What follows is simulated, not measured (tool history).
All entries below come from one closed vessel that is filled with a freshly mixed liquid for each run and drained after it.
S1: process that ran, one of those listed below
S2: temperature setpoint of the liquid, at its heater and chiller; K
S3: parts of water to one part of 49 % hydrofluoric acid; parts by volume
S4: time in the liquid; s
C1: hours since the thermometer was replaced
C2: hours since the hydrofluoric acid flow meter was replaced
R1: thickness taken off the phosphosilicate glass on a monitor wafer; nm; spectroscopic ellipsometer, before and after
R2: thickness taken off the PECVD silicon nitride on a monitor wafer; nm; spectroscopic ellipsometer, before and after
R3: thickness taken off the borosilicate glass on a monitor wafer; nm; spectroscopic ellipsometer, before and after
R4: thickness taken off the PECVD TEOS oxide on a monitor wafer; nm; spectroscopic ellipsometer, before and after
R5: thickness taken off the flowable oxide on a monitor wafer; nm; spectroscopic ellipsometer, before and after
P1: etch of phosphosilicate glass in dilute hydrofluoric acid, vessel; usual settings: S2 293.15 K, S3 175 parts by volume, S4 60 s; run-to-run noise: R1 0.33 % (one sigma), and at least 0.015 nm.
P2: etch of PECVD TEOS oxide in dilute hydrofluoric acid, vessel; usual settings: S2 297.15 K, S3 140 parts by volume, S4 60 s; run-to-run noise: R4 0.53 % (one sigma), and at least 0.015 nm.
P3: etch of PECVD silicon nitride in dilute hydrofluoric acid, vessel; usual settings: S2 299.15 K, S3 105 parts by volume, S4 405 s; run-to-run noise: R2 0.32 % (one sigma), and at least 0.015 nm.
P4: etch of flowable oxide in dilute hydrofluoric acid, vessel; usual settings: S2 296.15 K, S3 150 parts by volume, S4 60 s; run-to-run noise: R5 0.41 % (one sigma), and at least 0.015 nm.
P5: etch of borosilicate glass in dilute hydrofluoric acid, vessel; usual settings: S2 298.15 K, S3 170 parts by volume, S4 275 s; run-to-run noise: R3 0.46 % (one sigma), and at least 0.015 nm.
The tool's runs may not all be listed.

{"run": 1, "hour": 15.5, "S1": "P1", "S2": 293.15, "S3": 175, "S4": 60, "C1": 472.3, "C2": 220.4, "R1": 51.694}
{"run": 2, "hour": 32.8, "S1": "P3", "S2": 299.15, "S3": 105, "S4": 635, "C1": 489.6, "C2": 237.7, "R2": 22.728}
{"run": 3, "hour": 42.9, "S1": "P5", "S2": 298.15, "S3": 170, "S4": 275, "C1": 499.7, "C2": 247.8, "R3": 59.544}
{"run": 4, "hour": 55.9, "S1": "P1", "S2": 293.15, "S3": 175, "S4": 60, "C1": 512.7, "C2": 260.8, "R1": 51.553}
{"run": 5, "hour": 71.0, "S1": "P5", "S2": 303.15, "S3": 170, "S4": 275, "C1": 527.8, "C2": 275.9, "R3": 71.059}
{"run": 6, "hour": 80.7, "S1": "P1", "S2": 293.15, "S3": 175, "S4": 60, "C1": 537.5, "C2": 285.6, "R1": 51.572}
{"run": 7, "hour": 95.8, "S1": "P2", "S2": 297.15, "S3": 140, "S4": 60, "C1": 552.6, "C2": 300.7, "R4": 11.66}
{"run": 8, "hour": 104.4, "S1": "P2", "S2": 297.15, "S3": 140, "S4": 90, "C1": 561.2, "C2": 309.3, "R4": 17.502}
{"run": 9, "hour": 115.0, "S1": "P1", "S2": 290.15, "S3": 175, "S4": 60, "C1": 571.8, "C2": 319.9, "R1": 46.104}
{"run": 10, "hour": 133.4, "S1": "P3", "S2": 299.15, "S3": 45, "S4": 405, "C1": 590.2, "C2": 338.3, "R2": 33.497}
{"run": 11, "hour": 151.8, "S1": "P5", "S2": 298.15, "S3": 270, "S4": 275, "C1": 608.6, "C2": 356.7, "R3": 33.353}
{"run": 12, "hour": 161.3, "S1": "P4", "S2": 296.15, "S3": 150, "S4": 60, "C1": 618.1, "C2": 366.2, "R5": 14.378}
{"run": 13, "hour": 179.5, "S1": "P1", "S2": 293.15, "S3": 70, "S4": 60, "C1": 636.3, "C2": 384.4, "R1": 145.61}
{"run": 14, "hour": 189.8, "S1": "P2", "S2": 301.65, "S3": 140, "S4": 60, "C1": 646.6, "C2": 394.7, "R4": 13.943}
{"run": 15, "hour": 199.2, "S1": "P4", "S2": 296.15, "S3": 70, "S4": 60, "C1": 656, "C2": 404.1, "R5": 33.809}
{"run": 16, "hour": 218.3, "S1": "P1", "S2": 290.15, "S3": 175, "S4": 30, "C1": 675.1, "C2": 423.2, "R1": 22.803}
{"run": 17, "hour": 229.2, "S1": "P3", "S2": 299.15, "S3": 105, "S4": 405, "C1": 686, "C2": 434.1, "R2": 14.436}
{"run": 18, "hour": 248.4, "S1": "P4", "S2": 296.15, "S3": 150, "S4": 110, "C1": 705.2, "C2": 453.3, "R5": 26.331}
{"run": 19, "hour": 257.8, "S1": "P2", "S2": 297.15, "S3": 25, "S4": 60, "C1": 714.6, "C2": 462.7, "R4": 76.097}
{"run": 20, "hour": 268.1, "S1": "P1", "S2": 293.15, "S3": 280, "S4": 60, "C1": 724.9, "C2": 473, "R1": 29.337}
{"run": 21, "hour": 277.0, "S1": "P4", "S2": 290.15, "S3": 150, "S4": 60, "C1": 733.8, "C2": 481.9, "R5": 11.273}
{"run": 22, "hour": 288.5, "S1": "P5", "S2": 298.15, "S3": 170, "S4": 110, "C1": 745.3, "C2": 493.4, "R3": 23.761}
{"run": 23, "hour": 301.2, "S1": "P1", "S2": 293.15, "S3": 175, "S4": 60, "C1": 758, "C2": 506.1, "R1": 51.768}
{"run": 24, "hour": 318.6, "S1": "P1", "S2": 293.15, "S3": 175, "S4": 60, "C1": 775.4, "C2": 523.5, "R1": 51.966}
{"run": 25, "hour": 337.8, "S1": "P3", "S2": 291.15, "S3": 105, "S4": 405, "C1": 794.6, "C2": 542.7, "R2": 8.4229}
{"run": 26, "hour": 351.3, "S1": "P1", "S2": 293.15, "S3": 175, "S4": 100, "C1": 808.1, "C2": 556.2, "R1": 85.897}
{"run": 27, "hour": 361.7, "S1": "P1", "S2": 293.15, "S3": 175, "S4": 30, "C1": 818.5, "C2": 566.6, "R1": 26.049}
{"run": 28, "hour": 371.4, "S1": "P3", "S2": 299.15, "S3": 105, "S4": 405, "C1": 828.2, "C2": 576.3, "R2": 14.448}
{"run": 29, "hour": 382.8, "S1": "P1", "S2": 297.15, "S3": 175, "S4": 60, "C1": 839.6, "C2": 587.7, "R1": 60.302}
{"run": 30, "hour": 392.9, "S1": "P1", "S2": 293.15, "S3": 175, "S4": 60, "C1": 849.7, "C2": 597.8, "R1": 51.889}
{"run": 31, "hour": 406.5, "S1": "P1", "S2": 293.15, "S3": 175, "S4": 60, "C1": 863.3, "C2": 611.4, "R1": 50.121}
{"run": 32, "hour": 421.7, "S1": "P1", "S2": 293.15, "S3": 175, "S4": 60, "C1": 878.5, "C2": 626.6, "R1": 48.959}

Expected results for the next run?
{"run": 33, "hour": 432.5, "S1": "P1", "S2": 293.15, "S3": 175, "S4": 60, "C1": 889.3, "C2": 637.4, "R1": "?"}

R1: 48.863 nm
